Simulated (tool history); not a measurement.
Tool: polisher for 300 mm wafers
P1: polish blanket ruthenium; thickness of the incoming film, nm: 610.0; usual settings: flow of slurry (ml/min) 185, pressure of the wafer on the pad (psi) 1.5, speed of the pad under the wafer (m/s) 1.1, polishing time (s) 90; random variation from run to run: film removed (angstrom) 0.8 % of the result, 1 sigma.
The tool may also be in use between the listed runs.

| run | day | flow of slurry (ml/min) | pressure of the wafer on the pad (psi) | speed of the pad under the wafer (m/s) | polishing time (s) | film removed (angstrom) |
|---|---|---|---|---|---|---|
| 1 | 0.196 | 185 | 1.5 | 1.1 | 90 | 891.04 |
| 2 | 0.438 | 185 | 1.5 | 1.1 | 90 | 894.23 |
| 3 | 0.617 | 185 | 1.5 | 1.1 | 90 | 903.48 |
| 4 | 0.796 | 185 | 1.5 | 0.78 | 90 | 634.01 |
| 5 | 1.017 | 185 | 1.5 | 1.1 | 40 | 393.46 |
| 6 | 1.192 | 185 | 2.3 | 1.1 | 90 | 1375.2 |
| 7 | 1.467 | 185 | 1.5 | 1.1 | 90 | 895.33 |
| 8 | 1.675 | 185 | 1.5 | 0.76 | 126 | 869.83 |
| 9 | 1.833 | 185 | 1.5 | 1.54 | 90 | 1259.9 |
| 10 | 2.05 | 110 | 1.5 | 1.1 | 90 | 818.42 |
| 11 | 2.288 | 185 | 1.1 | 1.1 | 69 | 502.67 |
| 12 | 2.533 | 185 | 1.5 | 1.1 | 90 | 898.82 |

Forecast run 13:
| 13 | 2.696 | 285 | 1.5 | 1.1 | 90 | ? |

Run 13 gave film removed (angstrom) 950.99.

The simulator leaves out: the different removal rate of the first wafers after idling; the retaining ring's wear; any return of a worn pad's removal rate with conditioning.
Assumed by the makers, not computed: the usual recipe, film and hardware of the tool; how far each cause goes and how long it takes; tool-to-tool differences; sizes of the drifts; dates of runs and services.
